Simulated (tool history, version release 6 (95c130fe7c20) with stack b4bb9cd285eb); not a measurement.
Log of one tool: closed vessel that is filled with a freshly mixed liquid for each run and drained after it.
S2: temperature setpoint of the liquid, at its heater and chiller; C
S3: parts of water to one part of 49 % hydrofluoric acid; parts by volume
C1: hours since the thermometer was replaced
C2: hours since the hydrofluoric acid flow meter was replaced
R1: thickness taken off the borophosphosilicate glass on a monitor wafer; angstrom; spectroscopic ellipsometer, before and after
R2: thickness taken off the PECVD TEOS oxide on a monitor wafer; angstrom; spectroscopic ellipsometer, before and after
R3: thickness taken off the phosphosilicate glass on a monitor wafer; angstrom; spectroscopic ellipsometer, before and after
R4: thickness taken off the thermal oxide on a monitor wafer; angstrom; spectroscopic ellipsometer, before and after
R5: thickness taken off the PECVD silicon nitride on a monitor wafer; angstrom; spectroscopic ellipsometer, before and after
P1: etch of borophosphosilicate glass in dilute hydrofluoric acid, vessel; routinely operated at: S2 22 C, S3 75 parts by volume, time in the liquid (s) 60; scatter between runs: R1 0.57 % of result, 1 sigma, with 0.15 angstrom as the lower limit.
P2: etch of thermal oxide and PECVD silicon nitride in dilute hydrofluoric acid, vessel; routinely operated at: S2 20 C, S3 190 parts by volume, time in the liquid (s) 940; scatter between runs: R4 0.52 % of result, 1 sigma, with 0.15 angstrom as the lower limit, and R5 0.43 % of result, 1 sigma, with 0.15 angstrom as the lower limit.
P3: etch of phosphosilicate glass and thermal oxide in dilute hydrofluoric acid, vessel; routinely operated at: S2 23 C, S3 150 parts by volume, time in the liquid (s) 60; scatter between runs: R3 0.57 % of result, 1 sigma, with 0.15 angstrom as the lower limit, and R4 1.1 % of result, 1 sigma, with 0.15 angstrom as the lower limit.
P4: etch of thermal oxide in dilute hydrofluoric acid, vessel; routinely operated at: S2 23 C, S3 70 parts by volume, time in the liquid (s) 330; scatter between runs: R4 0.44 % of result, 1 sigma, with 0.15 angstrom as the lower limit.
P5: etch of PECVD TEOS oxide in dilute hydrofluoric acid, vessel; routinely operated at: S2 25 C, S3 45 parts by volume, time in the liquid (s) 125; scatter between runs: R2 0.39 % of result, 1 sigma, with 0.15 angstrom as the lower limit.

Run 1, hour 7.4: process that ran P1, S2 22 C, S3 75 parts by volume, time in the liquid (s) 60; C1 696; C2 1176.1. Result: R1 560.71 angstrom.
Run 2, hour 18.5: process that ran P5, S2 25 C, S3 45 parts by volume, time in the liquid (s) 125; C1 707.1; C2 1187.2. Result: R2 403.08 angstrom.
Run 3, hour 27.4: process that ran P1, S2 22 C, S3 75 parts by volume, time in the liquid (s) 60; C1 716; C2 1196.1. Result: R1 551.59 angstrom.
Run 4, hour 32.6: process that ran P3, S2 23 C, S3 150 parts by volume, time in the liquid (s) 100; C1 721.2; C2 1201.3. Result: R3 918.97 angstrom, R4 29.003 angstrom.
Run 5, hour 41.9: process that ran P5, S2 25 C, S3 45 parts by volume, time in the liquid (s) 60; C1 730.5; C2 1210.6. Result: R2 195.28 angstrom.
Run 6, hour 47.1: process that ran P3, S2 23 C, S3 265 parts by volume, time in the liquid (s) 60; C1 735.7; C2 1215.8. Result: R3 274.23 angstrom, R4 8.9125 angstrom.
Run 7, hour 56.7: process that ran P2, S2 20 C, S3 190 parts by volume, time in the liquid (s) 940; C1 745.3; C2 1225.4. Result: R4 188.25 angstrom, R5 88.022 angstrom.
Run 8, hour 63: process that ran P4, S2 23 C, S3 70 parts by volume, time in the liquid (s) 330; C1 751.6; C2 1231.7. Result: R4 214.59 angstrom.
Run 9, hour 73.5: process that ran P1, S2 22 C, S3 40 parts by volume, time in the liquid (s) 60; C1 762.1; C2 1242.2. Result: R1 1110.6 angstrom.
Run 10, hour 79: process that ran P4, S2 19 C, S3 70 parts by volume, time in the liquid (s) 330; C1 767.6; C2 1247.7. Result: R4 181.6 angstrom.
Run 11, hour 88.6: process that ran P5, S2 25 C, S3 20 parts by volume, time in the liquid (s) 125; C1 777.2; C2 1257.3. Result: R2 940.04 angstrom.
Run 12, hour 96.8: process that ran P5, S2 25 C, S3 45 parts by volume, time in the liquid (s) 125; C1 785.4; C2 1265.5. Result: R2 404.22 angstrom.
Run 13, hour 103.2: process that ran P2, S2 20 C, S3 190 parts by volume, time in the liquid (s) 1610; C1 791.8; C2 1271.9. Result: R4 319.78 angstrom, R5 149.4 angstrom.
At hour 113.3: thermometer replaced.
Run 14, hour 114.9: process that ran P1, S2 22 C, S3 140 parts by volume, time in the liquid (s) 115; C1 1.6; C2 1283.6. Result: R1 536.57 angstrom.
Run 15, hour 126.1: process that ran P4, S2 23 C, S3 120 parts by volume, time in the liquid (s) 330; C1 12.8; C2 1294.8. Result: R4 117.84 angstrom.
Run 16, hour 132.9: process that ran P5, S2 17.5 C, S3 45 parts by volume, time in the liquid (s) 125; C1 19.6; C2 1301.6. Result: R2 295.65 angstrom.
Run 17, hour 143.9: process that ran P1, S2 22 C, S3 75 parts by volume, time in the liquid (s) 60; C1 30.6; C2 1312.6. Result: R1 562.65 angstrom.
Run 18, hour 152.9: process that ran P3, S2 23 C, S3 150 parts by volume, time in the liquid (s) 60; C1 39.6; C2 1321.6. Result: R3 544.54 angstrom, R4 17.845 angstrom.
Run 19, hour 162.7: process that ran P2, S2 17 C, S3 190 parts by volume, time in the liquid (s) 940; C1 49.4; C2 1331.4. Result: R4 165.12 angstrom, R5 71.071 angstrom.
Run 20, hour 170.4: process that ran P4, S2 23 C, S3 70 parts by volume, time in the liquid (s) 650; C1 57.1; C2 1339.1. Result: R4 421.64 angstrom.
Run 21, hour 180.4: process that ran P1, S2 22 C, S3 75 parts by volume, time in the liquid (s) 90; C1 67.1; C2 1349.1. Result: R1 839.3 angstrom.
Run 22, hour 186.2: process that ran P1, S2 22 C, S3 75 parts by volume, time in the liquid (s) 60; C1 72.9; C2 1354.9. Result: R1 563.47 angstrom.
Run 23, hour 191.7: process that ran P1, S2 22 C, S3 75 parts by volume, time in the liquid (s) 60; C1 78.4; C2 1360.4. Result: R1 555.03 angstrom.
Run 24, hour 199.8: process that ran P2, S2 20 C, S3 95 parts by volume, time in the liquid (s) 940; C1 86.5; C2 1368.5. Result: R4 409.51 angstrom, R5 170.37 angstrom.
Run 25, hour 207.1: process that ran P1, S2 22 C, S3 25 parts by volume, time in the liquid (s) 105; C1 93.8; C2 1375.8. Result: R1 3120.2 angstrom.
Run 26, hour 216.5: process that ran P3, S2 17 C, S3 150 parts by volume, time in the liquid (s) 60; C1 103.2; C2 1385.2. Result: R3 431.48 angstrom, R4 14.052 angstrom.
Run 27, hour 226.2: process that ran P1, S2 22 C, S3 75 parts by volume, time in the liquid (s) 30; C1 112.9; C2 1394.9. Result: R1 279.31 angstrom.
Run 28, hour 235.9: process that ran P1, S2 17 C, S3 75 parts by volume, time in the liquid (s) 60; C1 122.6; C2 1404.6. Result: R1 458.78 angstrom.

Predict the results of run 29:
Run 29, hour 243.3: process that ran P1, S2 22 C, S3 110 parts by volume, time in the liquid (s) 60; C1 130; C2 1412. Result: R1 ?.

For run 29 the tool returned R1 367.74 angstrom.

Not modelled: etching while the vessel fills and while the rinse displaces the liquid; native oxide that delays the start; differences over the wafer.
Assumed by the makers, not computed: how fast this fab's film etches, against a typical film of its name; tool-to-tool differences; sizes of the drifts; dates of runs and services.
